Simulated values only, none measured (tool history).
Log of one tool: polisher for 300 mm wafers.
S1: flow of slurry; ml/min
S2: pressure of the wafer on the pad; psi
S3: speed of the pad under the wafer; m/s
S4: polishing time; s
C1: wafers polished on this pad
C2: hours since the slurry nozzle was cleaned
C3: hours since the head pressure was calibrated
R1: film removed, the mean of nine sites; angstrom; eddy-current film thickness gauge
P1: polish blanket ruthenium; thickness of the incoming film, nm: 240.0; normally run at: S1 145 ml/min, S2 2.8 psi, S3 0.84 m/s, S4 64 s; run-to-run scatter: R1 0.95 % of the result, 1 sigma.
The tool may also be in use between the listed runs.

run	hour	S1	S2	S3	S4	C1	C2	C3	R1
1	4.7	145	2.8	0.84	64	723	180.6	393.7	706.36
2	9.6	145	2.8	0.84	64	801	185.5	398.6	703.51
3	12.6	145	2	1.14	64	848	188.5	401.6	679.53
4	17.5	145	2	0.84	64	926	193.4	406.5	494.69
5	21.6	145	2.8	0.84	30	992	197.5	410.6	335.28
6	25.6	145	2.8	1.18	64	1055	201.5	414.6	995.81
7	30.7	145	2.8	0.84	64	1136	206.6	419.7	694.71
8	34.2	145	2.8	0.84	64	1192	210.1	423.2	702.95
9	39	145	2.8	0.84	64	1269	214.9	428	687.99
10	42.9	95	2.8	0.84	64	1331	218.8	431.9	642.94
11	47.6	145	2.8	0.42	64	1405	223.5	436.6	346.48
12	52.7	225	2.8	0.84	64	1487	228.6	441.7	750.8
13	55.2	145	2.8	0.84	98	1526	231.1	444.2	1092.3
14	58.6	145	4.4	0.84	64	1581	234.5	447.6	1104.7
15	61.7	145	2.8	0.84	64	1630	237.6	450.7	704.02
16	65.8	145	2.8	0.84	64	1695	241.7	454.8	663.21
17	68.3	145	2.8	0.84	64	1735	244.2	457.3	653.52
# hour 71.2: head pressure recalibrated
18	72.2	145	2.8	0.84	64	1797	248.1	1.1	644.66

The next listed run, before its measurement:
19	76.1	145	2.8	0.84	64	1859	252	5	?

R1: 628.19 angstrom
